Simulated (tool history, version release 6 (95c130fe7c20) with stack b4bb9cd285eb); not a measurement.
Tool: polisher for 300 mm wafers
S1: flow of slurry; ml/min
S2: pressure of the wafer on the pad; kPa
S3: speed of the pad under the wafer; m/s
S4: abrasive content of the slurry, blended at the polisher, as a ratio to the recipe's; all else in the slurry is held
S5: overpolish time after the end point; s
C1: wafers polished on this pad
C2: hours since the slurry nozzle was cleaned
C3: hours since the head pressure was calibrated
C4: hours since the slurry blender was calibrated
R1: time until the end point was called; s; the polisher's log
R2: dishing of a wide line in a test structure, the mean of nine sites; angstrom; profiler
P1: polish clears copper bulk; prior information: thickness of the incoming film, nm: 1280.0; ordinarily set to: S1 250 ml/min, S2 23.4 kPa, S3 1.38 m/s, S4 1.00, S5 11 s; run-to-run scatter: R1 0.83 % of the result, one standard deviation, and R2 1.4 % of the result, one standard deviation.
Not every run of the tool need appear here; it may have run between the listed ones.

run 1 day=0.692 | S1=250 S2=23.4 S3=1.38 S4=1.00 S5=11 | C1=837 C2=337.8 C3=340.8 C4=84.9 | R1=104.530 R2=805.25
run 2 day=1.042 | S1=250 S2=23.4 S3=1.38 S4=1.00 S5=21 | C1=889 C2=346.2 C3=349.2 C4=93.3 | R1=103.670 R2=1188.10
run 3 day=1.646 | S1=150 S2=23.4 S3=1.38 S4=1.00 S5=11 | C1=980 C2=360.7 C3=363.7 C4=107.8 | R1=111.800 R2=779.10
run 4 day=2.262 | S1=250 S2=11.0 S3=1.38 S4=1.00 S5=18 | C1=1072 C2=375.5 C3=378.5 C4=122.6 | R1=221.540 R2=615.49
run 5 day=2.700 | S1=250 S2=23.4 S3=0.62 S4=1.00 S5=11 | C1=1138 C2=386.0 C3=389.0 C4=133.1 | R1=230.650 R2=433.19
run 6 day=3.033 | S1=250 S2=23.4 S3=1.38 S4=0.50 S5=11 | C1=1188 C2=394.0 C3=397.0 C4=141.1 | R1=120.120 R2=744.76
run 7 day=3.558 | S1=250 S2=23.4 S3=1.38 S4=1.00 S5=11 | C1=1267 C2=406.6 C3=409.6 C4=153.7 | R1=102.670 R2=801.80
run 8 day=4.146 | S1=250 S2=23.4 S3=1.38 S4=1.00 S5=11 | C1=1355 C2=420.7 C3=423.7 C4=167.8 | R1=102.590 R2=810.44
run 9 day=4.779 | S1=350 S2=23.4 S3=1.38 S4=1.00 S5=5 | C1=1450 C2=435.9 C3=438.9 C4=183.0 | R1=100.190 R2=457.46
run 10 day=5.221 | S1=250 S2=23.4 S3=1.38 S4=1.45 S5=11 | C1=1516 C2=446.5 C3=449.5 C4=193.6 | R1=94.172 R2=851.39
run 11 day=5.604 | S1=250 S2=10.3 S3=1.38 S4=1.00 S5=11 | C1=1573 C2=455.7 C3=458.7 C4=202.8 | R1=235.900 R2=404.36
run 12 day=6.283 | S1=250 S2=23.4 S3=1.38 S4=1.00 S5=11 | C1=1675 C2=472.0 C3=475.0 C4=219.1 | R1=103.720 R2=825.14
run 13 day=6.875 | S1=250 S2=23.4 S3=1.38 S4=1.00 S5=3 | C1=1764 C2=486.2 C3=489.2 C4=233.3 | R1=103.380 R2=281.10
run 14 day=7.250 | S1=355 S2=23.4 S3=1.38 S4=1.00 S5=11 | C1=1820 C2=495.2 C3=498.2 C4=242.3 | R1=100.600 R2=808.81
run 15 day=7.667 | S1=250 S2=31.7 S3=1.38 S4=1.00 S5=11 | C1=1883 C2=505.2 C3=508.2 C4=252.3 | R1=77.595 R2=1034.20
run 16 day=8.029 | S1=250 S2=23.4 S3=1.96 S4=1.00 S5=11 | C1=1937 C2=513.9 C3=516.9 C4=261.0 | R1=72.612 R2=1027.90
run 17 day=8.404 | S1=250 S2=23.4 S3=1.38 S4=1.00 S5=11 | C1=1993 C2=522.9 C3=525.9 C4=270.0 | R1=103.110 R2=822.62
run 18 day=8.846 | S1=250 S2=23.4 S3=1.38 S4=1.00 S5=11 | C1=2060 C2=533.5 C3=536.5 C4=280.6 | R1=104.930 R2=818.89
run 19 day=9.446 | S1=250 S2=23.4 S3=1.38 S4=1.00 S5=11 | C1=2150 C2=547.9 C3=550.9 C4=295.0 | R1=107.110 R2=796.43

Forecast run 20:
run 20 day=9.958 | S1=250 S2=23.4 S3=1.38 S4=1.00 S5=11 | C1=2227 C2=560.2 C3=563.2 C4=307.3 | R1=? R2=?

{"run 20": {"R1": 106.63, "R2": 782.44}}
